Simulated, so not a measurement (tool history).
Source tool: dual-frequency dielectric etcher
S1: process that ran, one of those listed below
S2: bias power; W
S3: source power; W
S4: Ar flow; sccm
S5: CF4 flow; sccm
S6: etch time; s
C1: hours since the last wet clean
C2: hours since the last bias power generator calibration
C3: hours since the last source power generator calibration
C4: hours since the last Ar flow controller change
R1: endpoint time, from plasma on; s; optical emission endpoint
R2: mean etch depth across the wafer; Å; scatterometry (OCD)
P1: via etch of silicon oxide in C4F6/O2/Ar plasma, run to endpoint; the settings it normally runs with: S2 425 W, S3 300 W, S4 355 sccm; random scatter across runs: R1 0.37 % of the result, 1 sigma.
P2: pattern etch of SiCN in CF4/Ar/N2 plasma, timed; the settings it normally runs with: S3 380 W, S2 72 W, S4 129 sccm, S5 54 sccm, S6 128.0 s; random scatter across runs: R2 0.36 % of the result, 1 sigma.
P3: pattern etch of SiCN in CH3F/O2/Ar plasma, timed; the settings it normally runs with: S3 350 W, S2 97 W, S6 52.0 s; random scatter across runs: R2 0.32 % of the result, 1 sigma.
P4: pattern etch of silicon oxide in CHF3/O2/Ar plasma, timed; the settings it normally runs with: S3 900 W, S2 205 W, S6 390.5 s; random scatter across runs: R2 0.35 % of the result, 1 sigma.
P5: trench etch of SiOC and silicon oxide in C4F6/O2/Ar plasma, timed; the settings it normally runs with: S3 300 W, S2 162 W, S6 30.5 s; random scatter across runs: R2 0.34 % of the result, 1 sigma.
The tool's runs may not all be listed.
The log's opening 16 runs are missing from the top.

run 17 hour=64.1 | S1=P4 S2=205 S3=900 S6=390.5 | C1=346.1 C2=1388.5 C3=501.3 C4=2141.2 | R2=9394.40
run 18 hour=68.0 | S1=P5 S2=162 S3=300 S6=30.5 | C1=350.0 C2=1392.4 C3=505.2 C4=2145.1 | R2=502.31
run 19 hour=72.3 | S1=P1 S2=425 S3=420 S4=355 | C1=354.3 C2=1396.7 C3=509.5 C4=2149.4 | R1=26.933
run 20 hour=74.6 | S1=P1 S2=547 S3=390 S4=355 | C1=356.6 C2=1399.0 C3=511.8 C4=2151.7 | R1=25.151
run 21 hour=76.6 | S1=P5 S2=162 S3=410 S6=30.5 | C1=358.6 C2=1401.0 C3=513.8 C4=2153.7 | R2=569.90
run 22 hour=80.1 | S1=P1 S2=290 S3=300 S4=355 | C1=362.1 C2=1404.5 C3=517.3 C4=2157.2 | R1=34.901
run 23 hour=82.4 | S1=P4 S2=205 S3=900 S6=390.5 | C1=364.4 C2=1406.8 C3=519.6 C4=2159.5 | R2=9345.70
run 24 hour=86.9 | S1=P3 S2=97 S3=440 S6=52.0 | C1=368.9 C2=1411.3 C3=524.1 C4=2164.0 | R2=225.18
run 25 hour=90.0 | S1=P3 S2=131 S3=350 S6=52.0 | C1=372.0 C2=1414.4 C3=527.2 C4=2167.1 | R2=233.35
run 26 hour=93.2 | S1=P5 S2=205 S3=300 S6=30.5 | C1=375.2 C2=1417.6 C3=530.4 C4=2170.3 | R2=546.54
run 27 hour=98.0 | S1=P5 S2=162 S3=300 S6=23.0 | C1=380.0 C2=1422.4 C3=535.2 C4=2175.1 | R2=380.87
run 28 hour=100.3 | S1=P2 S2=72 S3=380 S4=129 S5=32 S6=128.0 | C1=382.3 C2=1424.7 C3=537.5 C4=2177.4 | R2=816.75
run 29 hour=103.5 | S1=P1 S2=425 S3=300 S4=470 | C1=385.5 C2=1427.9 C3=540.7 C4=2180.6 | R1=31.420
run 30 hour=108.1 | S1=P1 S2=425 S3=300 S4=355 | C1=390.1 C2=1432.5 C3=545.3 C4=2185.2 | R1=30.595
run 31 hour=112.1 | S1=P2 S2=72 S3=380 S4=85 S5=54 S6=128.0 | C1=394.1 C2=1436.5 C3=549.3 C4=2189.2 | R2=951.21
run 32 hour=114.3 | S1=P4 S2=251 S3=900 S6=390.5 | C1=396.3 C2=1438.7 C3=551.5 C4=2191.4 | R2=10005.00
run 33 hour=117.5 | S1=P2 S2=72 S3=380 S4=129 S5=54 S6=128.0 | C1=399.5 C2=1441.9 C3=554.7 C4=2194.6 | R2=890.22
run 34 hour=121.1 | S1=P1 S2=425 S3=300 S4=355 | C1=403.1 C2=1445.5 C3=558.3 C4=2198.2 | R1=30.448
run 35 hour=124.4 | S1=P1 S2=425 S3=300 S4=355 | C1=406.4 C2=1448.8 C3=561.6 C4=2201.5 | R1=30.701
run 36 hour=128.9 | S1=P1 S2=425 S3=300 S4=355 | C1=410.9 C2=1453.3 C3=566.1 C4=2206.0 | R1=30.943
run 37 hour=132.1 | S1=P1 S2=425 S3=300 S4=355 | C1=414.1 C2=1456.5 C3=569.3 C4=2209.2 | R1=30.826
run 38 hour=136.4 | S1=P1 S2=425 S3=300 S4=355 | C1=418.4 C2=1460.8 C3=573.6 C4=2213.5 | R1=30.862
run 39 hour=138.9 | S1=P1 S2=425 S3=300 S4=355 | C1=420.9 C2=1463.3 C3=576.1 C4=2216.0 | R1=31.010
run 40 hour=141.5 | S1=P1 S2=425 S3=300 S4=355 | C1=423.5 C2=1465.9 C3=578.7 C4=2218.6 | R1=31.097
-- hour=142.2 wet clean of the chamber
run 41 hour=144.2 | S1=P1 S2=425 S3=300 S4=355 | C1=2.1 C2=1468.6 C3=581.4 C4=2221.3 | R1=31.156

What will run 42 give?
run 42 hour=146.6 | S1=P1 S2=425 S3=300 S4=355 | C1=4.5 C2=1471.0 C3=583.8 C4=2223.7 | R1=?

{"run 42": {"R1": 31.153}}
